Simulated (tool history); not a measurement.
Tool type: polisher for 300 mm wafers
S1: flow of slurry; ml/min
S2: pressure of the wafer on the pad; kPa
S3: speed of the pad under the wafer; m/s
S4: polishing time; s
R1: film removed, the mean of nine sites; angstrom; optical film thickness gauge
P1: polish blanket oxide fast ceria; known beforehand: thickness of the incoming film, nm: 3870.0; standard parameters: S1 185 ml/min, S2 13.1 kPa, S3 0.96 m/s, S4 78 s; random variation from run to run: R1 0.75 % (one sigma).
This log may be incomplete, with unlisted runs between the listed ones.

run    day   S1    S2    S3   S4      R1
  1  0.392  185  13.1  0.96   78  6287.5
  2  0.750  185  13.1  0.50   78  3266.2
  3  0.929  185  13.1  0.96   38  3045.2
  4  1.192  185  13.1  0.96  113  9123.8
  5  1.554  255  13.1  0.96   78  6601.2
  6  1.954  245  13.1  0.96   44  3650.7
  7  2.142  185  13.1  0.96   78  6270.0
  8  2.446  110  13.1  0.96   78  5731.1
  9  2.658  185  13.1  1.42   78  9335.5
 10  3.000  185  13.1  0.96   78  6270.4
 11  3.300  185  20.0  0.96   78  9595.7
 12  3.625  185   6.2  0.96   78  2936.1
 13  4.017  185  13.1  0.96   78  6219.7
 14  4.279  110   6.9  0.96   78  2996.9
 15  4.667  185  13.1  0.96   78  6359.7
 16  4.950  185  13.1  0.96   78  6250.5
 17  5.296  185  13.1  0.96   78  6191.5
 18  5.683  185  13.1  0.96   78  6033.1
 19  5.888  185  13.1  0.96   78  6051.0
 20  6.067  185  13.1  0.96   78  5994.4
 21  6.392  185  13.1  0.96   78  5964.8
     6.550  -- worn pad replaced by a new one
 22  6.758  185  13.1  0.96   78  6016.2
 23  7.167  185  13.1  0.96   78  5947.8
 24  7.471  185  13.1  0.96   78  6041.5
 25  7.775  185  13.1  0.96   78  5890.1
 26  7.971  185  13.1  0.96   78  6023.5

What P1 gives has crept off from where it sat before. The 2 causes that follow fit the log equally well, each at the size noted:
A: slurry flow missing at the pad, % = 26.9
B: head's pressure below its setpoint, % = 5.09
At approximately day 4.950, the process output began to creep.
Ruled out, with reasons:
removal rate lost through wear of the pad, %: work on it at day 6.550, done after the drift set in, did not restore what the process gave before

Below are 4 check runs, each averaged over 3 wafers, with their results shown as question marks. Which of them would give clearly different results depending on which cause is behind the drift?
check 1  8.167  185  13.1  1.22  44   ?
check 2  8.167  185  20.0  0.96  78   ?
check 3  8.167  110  13.1  0.96  47   ?
check 4  8.167  185   6.2  0.58  78   ?

If the cause were each of the candidates in turn, the checks would give the following:
  check  result    if A    if B
check 1      R1  4272.6  4272.3
check 2      R1  9096.9  9096.2
check 3      R1  3163.4  3263.3
check 4      R1  1705.7  1705.5
Distance between the nearest two causes, measured in the result of the check that separates them most: check 1 0.01 %; check 2 0.01 %; check 3 3.11 %; check 4 0.01 %
Of the check runs offered, only check 3 discriminates between the causes; the rest would read about the same regardless of which cause applies.

Running check 3 produced the following: R1 3261.2 angstrom. Which one of the listed causes fits?

B is the cause: head's pressure below its setpoint, %.
